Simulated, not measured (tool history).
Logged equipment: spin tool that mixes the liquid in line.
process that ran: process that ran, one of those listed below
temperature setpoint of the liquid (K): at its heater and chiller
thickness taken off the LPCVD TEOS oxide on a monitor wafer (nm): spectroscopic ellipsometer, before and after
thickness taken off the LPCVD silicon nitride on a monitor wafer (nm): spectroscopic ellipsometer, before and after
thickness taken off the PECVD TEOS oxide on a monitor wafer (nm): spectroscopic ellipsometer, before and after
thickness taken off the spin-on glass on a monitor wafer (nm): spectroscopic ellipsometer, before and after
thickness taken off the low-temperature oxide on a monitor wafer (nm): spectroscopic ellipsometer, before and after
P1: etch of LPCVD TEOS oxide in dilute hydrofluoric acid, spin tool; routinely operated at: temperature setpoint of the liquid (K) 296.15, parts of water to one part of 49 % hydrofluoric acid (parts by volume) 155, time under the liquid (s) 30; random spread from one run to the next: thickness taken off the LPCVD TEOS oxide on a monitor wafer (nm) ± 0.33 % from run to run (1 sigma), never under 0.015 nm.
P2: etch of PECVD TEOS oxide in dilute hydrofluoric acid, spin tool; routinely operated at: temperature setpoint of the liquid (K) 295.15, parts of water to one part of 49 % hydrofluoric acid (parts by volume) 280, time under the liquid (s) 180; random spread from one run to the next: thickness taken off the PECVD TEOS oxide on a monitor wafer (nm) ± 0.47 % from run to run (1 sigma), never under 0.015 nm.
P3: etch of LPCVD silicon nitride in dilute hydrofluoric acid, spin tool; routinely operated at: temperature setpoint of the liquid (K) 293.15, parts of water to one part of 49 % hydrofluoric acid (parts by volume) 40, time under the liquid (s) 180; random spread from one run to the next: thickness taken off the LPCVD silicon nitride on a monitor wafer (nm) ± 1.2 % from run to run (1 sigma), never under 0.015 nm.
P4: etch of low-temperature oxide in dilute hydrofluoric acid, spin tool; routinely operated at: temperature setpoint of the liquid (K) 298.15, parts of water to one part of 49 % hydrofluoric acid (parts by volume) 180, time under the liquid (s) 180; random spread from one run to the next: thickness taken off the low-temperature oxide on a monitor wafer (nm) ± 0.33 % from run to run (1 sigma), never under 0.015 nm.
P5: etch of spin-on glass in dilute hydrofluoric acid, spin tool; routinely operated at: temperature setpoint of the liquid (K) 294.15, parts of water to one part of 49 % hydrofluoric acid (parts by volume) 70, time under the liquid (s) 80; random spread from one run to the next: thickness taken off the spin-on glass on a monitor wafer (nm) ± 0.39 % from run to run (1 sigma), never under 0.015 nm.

run,day,process that ran,temperature setpoint of the liquid (K),parts of water to one part of 49 % hydrofluoric acid (parts by volume),time under the liquid (s),hours since the thermometer was replaced,hours since the hydrofluoric acid flow meter was replaced,thickness taken off the LPCVD TEOS oxide on a monitor wafer (nm),thickness taken off the LPCVD silicon nitride on a monitor wafer (nm),thickness taken off the PECVD TEOS oxide on a monitor wafer (nm),thickness taken off the spin-on glass on a monitor wafer (nm),thickness taken off the low-temperature oxide on a monitor wafer (nm)
1,0.362,P1,296.15,155,30,1758.1,446.4,10.017,,,,
2,0.7,P3,290.15,40,180,1766.2,454.5,,1.4286,,,
3,1.154,P1,296.15,270,30,1777.1,465.4,5.0602,,,,
4,1.429,P3,293.15,40,340,1783.7,472,,3.3493,,,
5,1.892,P1,296.15,85,30,1794.8,483.1,19.873,,,,
6,2.254,P1,290.15,155,30,1803.5,491.8,7.921,,,,
7,2.646,P2,295.15,280,75,1812.9,501.2,,,5.8687,,
8,3.225,P5,302.15,70,80,1826.8,515.1,,,,43.49,
9,3.767,P2,290.15,280,180,1839.8,528.1,,,11.662,,
10,4.329,P5,294.15,120,80,1853.3,541.6,,,,17.214,
11,4.804,P5,294.15,70,80,1864.7,553,,,,31.594,
12,5.338,P4,298.15,65,180,1877.5,565.8,,,,,58.891
13,5.625,P1,296.15,155,30,1884.4,572.7,10.034,,,,
14,6.192,P1,296.15,155,50,1898,586.3,16.647,,,,
15,6.675,P4,290.15,180,180,1909.6,597.9,,,,,13.5
16,7.062,P1,296.15,155,30,1918.9,607.2,9.975,,,,
17,7.35,P2,295.15,135,180,1925.8,614.1,,,34.234,,
18,7.858,P2,295.15,280,180,1938,626.3,,,14.064,,
19,8.208,P1,296.15,155,30,1946.4,634.7,9.9874,,,,
20,8.621,P1,296.15,155,15,1956.3,644.6,5.0007,,,,
21,9.196,P1,303.65,155,30,1970.1,658.4,13.23,,,,
22,9.612,P5,294.15,70,140,1980.1,668.4,,,,54.984,
23,10.138,P3,293.15,40,180,1992.7,681,,1.8103,,,
24,10.417,P4,298.15,180,320,1999.4,687.7,,,,,32.824
25,11.008,P4,298.15,180,180,2013.6,701.9,,,,,18.48
26,11.562,P1,292.65,215,30,2026.9,715.2,5.889,,,,
27,12.017,P3,293.15,65,180,2037.8,726.1,,1.1158,,,
28,12.442,P2,295.15,280,180,2048,736.3,,,14.128,,
29,12.996,P1,296.15,155,30,2061.3,749.6,9.9699,,,,
30,13.467,P1,296.15,155,30,2072.6,760.9,9.9392,,,,
31,13.996,P3,293.15,40,180,2085.3,773.6,,1.777,,,
32,14.479,P5,294.15,70,80,2096.9,785.2,,,,31.479,
33,14.904,P1,296.15,155,30,2107.1,795.4,9.9635,,,,
34,15.2,P1,296.15,155,30,2114.2,802.5,10.25,,,,
35,15.483,P1,296.15,155,30,2121,809.3,10.51,,,,
36,16.067,P1,296.15,155,30,2135,823.3,10.705,,,,
37,16.375,P1,296.15,155,30,2142.4,830.7,10.866,,,,
38,16.971,P1,296.15,155,30,2156.7,845,10.93,,,,
39,17.388,P1,296.15,155,30,2166.7,855,10.922,,,,
40,17.779,P1,296.15,155,30,2176.1,864.4,10.937,,,,
41,18.342,P1,296.15,155,30,2189.6,877.9,10.979,,,,
42,18.633,P1,296.15,155,30,2196.6,884.9,10.899,,,,

Compared with where it was, what P1 gives has crept away. Each cause listed below fits the log as well as the rest, at the size given for it:
A: hydrofluoric acid flow above the setpoint (%) = 8.27
B: liquid hotter than its thermometer reads (K) = 2.44
The gradual shift began around day 14.904.

Of the 4 check runs listed below, each run on one wafer and each result written as a question mark, which would let you distinguish the listed causes because they would give clearly different results?
check 1,18.925,P2,295.15,150,180,,,,,?,,
check 2,18.925,P3,290.15,40,335,,,,?,,,
check 3,18.925,P5,300.65,70,80,,,,,,?,
check 4,18.925,P4,291.15,180,305,,,,,,,?

How each check would come out, cause by cause:
check,result,if A,if B
check 1,thickness taken off the PECVD TEOS oxide on a monitor wafer (nm),33.006,33.07
check 2,thickness taken off the LPCVD silicon nitride on a monitor wafer (nm),2.9026,3.1942
check 3,thickness taken off the spin-on glass on a monitor wafer (nm),44.665,45.022
check 4,thickness taken off the low-temperature oxide on a monitor wafer (nm),26.197,26.286
Gap, in per cent, between the two causes that each check separates least, read from the result that separates them most: check 1 0.19 %; check 2 9.57 %; check 3 0.8 %; check 4 0.34 %
Check 2 is the one run that separates the causes; every other check would come out nearly the same whichever cause is at work.

With check 2 done, the readings were: thickness taken off the LPCVD silicon nitride on a monitor wafer (nm) 3.1787. Identify which of the listed causes applies.

The correct cause is B, namely: liquid hotter than its thermometer reads (K).

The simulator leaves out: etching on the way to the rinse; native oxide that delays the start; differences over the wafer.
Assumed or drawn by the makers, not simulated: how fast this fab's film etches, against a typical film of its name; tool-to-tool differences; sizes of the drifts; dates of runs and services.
